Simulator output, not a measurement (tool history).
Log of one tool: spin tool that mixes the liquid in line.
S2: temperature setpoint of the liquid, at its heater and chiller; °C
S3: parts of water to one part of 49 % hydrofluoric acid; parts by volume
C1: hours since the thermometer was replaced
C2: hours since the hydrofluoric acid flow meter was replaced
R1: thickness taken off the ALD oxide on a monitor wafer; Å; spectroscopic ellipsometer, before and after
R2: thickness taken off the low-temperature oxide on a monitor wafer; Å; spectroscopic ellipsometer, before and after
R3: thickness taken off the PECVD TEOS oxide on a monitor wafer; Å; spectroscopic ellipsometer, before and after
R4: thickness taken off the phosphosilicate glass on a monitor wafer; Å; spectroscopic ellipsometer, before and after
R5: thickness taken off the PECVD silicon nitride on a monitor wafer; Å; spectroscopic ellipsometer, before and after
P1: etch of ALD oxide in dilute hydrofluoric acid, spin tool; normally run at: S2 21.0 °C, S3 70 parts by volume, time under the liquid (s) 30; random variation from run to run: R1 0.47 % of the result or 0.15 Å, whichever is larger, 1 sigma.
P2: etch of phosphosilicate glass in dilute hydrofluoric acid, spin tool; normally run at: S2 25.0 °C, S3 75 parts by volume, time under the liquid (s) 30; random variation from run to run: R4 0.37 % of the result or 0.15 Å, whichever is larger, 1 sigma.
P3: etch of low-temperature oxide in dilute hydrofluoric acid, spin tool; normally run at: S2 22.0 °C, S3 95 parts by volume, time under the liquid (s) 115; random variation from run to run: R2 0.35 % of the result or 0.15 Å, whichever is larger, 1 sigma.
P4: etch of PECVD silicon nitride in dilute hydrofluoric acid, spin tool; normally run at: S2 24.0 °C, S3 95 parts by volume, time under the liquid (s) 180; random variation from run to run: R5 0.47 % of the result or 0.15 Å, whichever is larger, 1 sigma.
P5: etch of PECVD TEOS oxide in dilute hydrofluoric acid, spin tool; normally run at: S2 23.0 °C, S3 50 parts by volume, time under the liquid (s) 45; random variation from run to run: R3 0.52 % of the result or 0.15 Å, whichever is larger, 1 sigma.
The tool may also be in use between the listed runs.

{"run": 1, "hour": 16.4, "process that ran": "P1", "S2": 21.0, "S3": 70, "time under the liquid (s)": 30, "C1": 1026.5, "C2": 191.6, "R1": 115.65}
{"run": 2, "hour": 28.9, "process that ran": "P1", "S2": 25.0, "S3": 70, "time under the liquid (s)": 30, "C1": 1039.0, "C2": 204.1, "R1": 135.98}
{"run": 3, "hour": 36.4, "process that ran": "P3", "S2": 22.0, "S3": 20, "time under the liquid (s)": 115, "C1": 1046.5, "C2": 211.6, "R2": 805.68}
{"run": 4, "hour": 52.5, "process that ran": "P5", "S2": 23.0, "S3": 50, "time under the liquid (s)": 45, "C1": 1062.6, "C2": 227.7, "R3": 130.67}
{"run": 5, "hour": 65.2, "process that ran": "P1", "S2": 21.0, "S3": 70, "time under the liquid (s)": 15, "C1": 1075.3, "C2": 240.4, "R1": 57.124}
{"run": 6, "hour": 76.5, "process that ran": "P1", "S2": 21.0, "S3": 70, "time under the liquid (s)": 55, "C1": 1086.6, "C2": 251.7, "R1": 212.55}
{"run": 7, "hour": 91.7, "process that ran": "P2", "S2": 20.5, "S3": 75, "time under the liquid (s)": 30, "C1": 1101.8, "C2": 266.9, "R4": 474.17}
{"run": 8, "hour": 107.0, "process that ran": "P5", "S2": 23.0, "S3": 25, "time under the liquid (s)": 45, "C1": 1117.1, "C2": 282.2, "R3": 267.3}
{"run": 9, "hour": 116.3, "process that ran": "P1", "S2": 21.0, "S3": 70, "time under the liquid (s)": 30, "C1": 1126.4, "C2": 291.5, "R1": 115.68}
{"run": 10, "hour": 124.5, "process that ran": "P3", "S2": 22.0, "S3": 95, "time under the liquid (s)": 115, "C1": 1134.6, "C2": 299.7, "R2": 155.46}
{"run": 11, "hour": 132.0, "process that ran": "P3", "S2": 17.0, "S3": 95, "time under the liquid (s)": 115, "C1": 1142.1, "C2": 307.2, "R2": 126.27}
{"run": 12, "hour": 140.4, "process that ran": "P4", "S2": 24.0, "S3": 95, "time under the liquid (s)": 180, "C1": 1150.5, "C2": 315.6, "R5": 46.304}
{"run": 13, "hour": 149.1, "process that ran": "P5", "S2": 23.0, "S3": 50, "time under the liquid (s)": 70, "C1": 1159.2, "C2": 324.3, "R3": 204.26}
{"run": 14, "hour": 157.2, "process that ran": "P1", "S2": 21.0, "S3": 70, "time under the liquid (s)": 30, "C1": 1167.3, "C2": 332.4, "R1": 114.79}
{"run": 15, "hour": 171.1, "process that ran": "P4", "S2": 24.0, "S3": 160, "time under the liquid (s)": 180, "C1": 1181.2, "C2": 346.3, "R5": 28.181}
{"run": 16, "hour": 179.3, "process that ran": "P1", "S2": 21.0, "S3": 70, "time under the liquid (s)": 30, "C1": 1189.4, "C2": 354.5, "R1": 115.41}
{"run": 17, "hour": 193.7, "process that ran": "P5", "S2": 17.5, "S3": 50, "time under the liquid (s)": 45, "C1": 1203.8, "C2": 368.9, "R3": 103.76}
{"run": 18, "hour": 202.5, "process that ran": "P4", "S2": 31.5, "S3": 95, "time under the liquid (s)": 180, "C1": 1212.6, "C2": 377.7, "R5": 75.971}
{"run": 19, "hour": 218.6, "process that ran": "P1", "S2": 21.0, "S3": 130, "time under the liquid (s)": 30, "C1": 1228.7, "C2": 393.8, "R1": 58.416}
{"run": 20, "hour": 231.0, "process that ran": "P4", "S2": 24.0, "S3": 95, "time under the liquid (s)": 180, "C1": 1241.1, "C2": 406.2, "R5": 46.257}
{"run": 21, "hour": 239.7, "process that ran": "P2", "S2": 25.0, "S3": 20, "time under the liquid (s)": 30, "C1": 1249.8, "C2": 414.9, "R4": 2301.5}
{"run": 22, "hour": 250.4, "process that ran": "P2", "S2": 25.0, "S3": 75, "time under the liquid (s)": 30, "C1": 1260.5, "C2": 425.6, "R4": 569.48}
{"run": 23, "hour": 265.3, "process that ran": "P1", "S2": 21.0, "S3": 120, "time under the liquid (s)": 15, "C1": 1275.4, "C2": 440.5, "R1": 31.698}
{"run": 24, "hour": 272.9, "process that ran": "P1", "S2": 17.0, "S3": 70, "time under the liquid (s)": 30, "C1": 1283.0, "C2": 448.1, "R1": 97.754}
{"run": 25, "hour": 288.7, "process that ran": "P2", "S2": 25.0, "S3": 75, "time under the liquid (s)": 60, "C1": 1298.8, "C2": 463.9, "R4": 1132.7}
{"run": 26, "hour": 296.2, "process that ran": "P1", "S2": 21.0, "S3": 20, "time under the liquid (s)": 30, "C1": 1306.3, "C2": 471.4, "R1": 427.81}
{"run": 27, "hour": 310.8, "process that ran": "P4", "S2": 24.0, "S3": 95, "time under the liquid (s)": 345, "C1": 1320.9, "C2": 486.0, "R5": 89.807}
{"run": 28, "hour": 318.1, "process that ran": "P3", "S2": 22.0, "S3": 95, "time under the liquid (s)": 115, "C1": 1328.2, "C2": 493.3, "R2": 156.06}
{"run": 29, "hour": 326.1, "process that ran": "P1", "S2": 21.0, "S3": 70, "time under the liquid (s)": 30, "C1": 1336.2, "C2": 501.3, "R1": 114.81}
{"run": 30, "hour": 342.3, "process that ran": "P3", "S2": 22.0, "S3": 95, "time under the liquid (s)": 170, "C1": 1352.4, "C2": 517.5, "R2": 230.11}
{"run": 31, "hour": 358.4, "process that ran": "P1", "S2": 21.0, "S3": 70, "time under the liquid (s)": 30, "C1": 1368.5, "C2": 533.6, "R1": 114.61}
{"run": 32, "hour": 371.7, "process that ran": "P1", "S2": 21.0, "S3": 70, "time under the liquid (s)": 30, "C1": 1381.8, "C2": 546.9, "R1": 112.98}
{"run": 33, "hour": 379.1, "process that ran": "P1", "S2": 21.0, "S3": 70, "time under the liquid (s)": 30, "C1": 1389.2, "C2": 554.3, "R1": 110.65}
{"run": 34, "hour": 394.1, "process that ran": "P1", "S2": 21.0, "S3": 70, "time under the liquid (s)": 30, "C1": 1404.2, "C2": 569.3, "R1": 108.54}
{"run": 35, "hour": 409.9, "process that ran": "P1", "S2": 21.0, "S3": 70, "time under the liquid (s)": 30, "C1": 1420.0, "C2": 585.1, "R1": 108.62}
{"run": 36, "hour": 419.5, "process that ran": "P1", "S2": 21.0, "S3": 70, "time under the liquid (s)": 30, "C1": 1429.6, "C2": 594.7, "R1": 107.83}
{"run": 37, "hour": 433.1, "process that ran": "P1", "S2": 21.0, "S3": 70, "time under the liquid (s)": 30, "C1": 1443.2, "C2": 608.3, "R1": 107.86}
{"run": 38, "hour": 447.8, "process that ran": "P1", "S2": 21.0, "S3": 70, "time under the liquid (s)": 30, "C1": 1457.9, "C2": 623.0, "R1": 106.8}
{"run": 39, "hour": 459.0, "process that ran": "P1", "S2": 21.0, "S3": 70, "time under the liquid (s)": 30, "C1": 1469.1, "C2": 634.2, "R1": 107.96}

What P1 gives has crept away from where it was. These 2 causes fit the log equally well, each at the size given:
A: liquid colder than its thermometer reads (K) = 1.71
B: hydrofluoric acid flow below the setpoint (%) = 6.35
The creep began at about hour 358.4.

4 check runs are offered, one wafer each, their results left as question marks. Which one tells the causes apart?
{"run": "check 1", "hour": 470.2, "process that ran": "P3", "S2": 22.0, "S3": 95, "time under the liquid (s)": 115, "R2": "?"}
{"run": "check 2", "hour": 470.2, "process that ran": "P4", "S2": 24.0, "S3": 95, "time under the liquid (s)": 180, "R5": "?"}
{"run": "check 3", "hour": 470.2, "process that ran": "P5", "S2": 23.0, "S3": 50, "time under the liquid (s)": 45, "R3": "?"}
{"run": "check 4", "hour": 470.2, "process that ran": "P2", "S2": 25.0, "S3": 75, "time under the liquid (s)": 30, "R4": "?"}

What each check would give under each cause:
check=check_1 result=R2 if_A=145.00 if_B=144.50
check=check_2 result=R5 if_A=41.671 if_B=43.763
check=check_3 result=R3 if_A=121.31 if_B=121.48
check=check_4 result=R4 if_A=530.67 if_B=528.89
How far apart the two closest causes lie, in the result that separates them most: check 1 0.34 %; check 2 4.9 %; check 3 0.14 %; check 4 0.34 %
Only check 2 tells the causes apart: in the others they would give nearly the same result.

Check 2 was then run and gave: R5 43.920 Å. Which cause is it?

It is B: hydrofluoric acid flow below the setpoint (%).
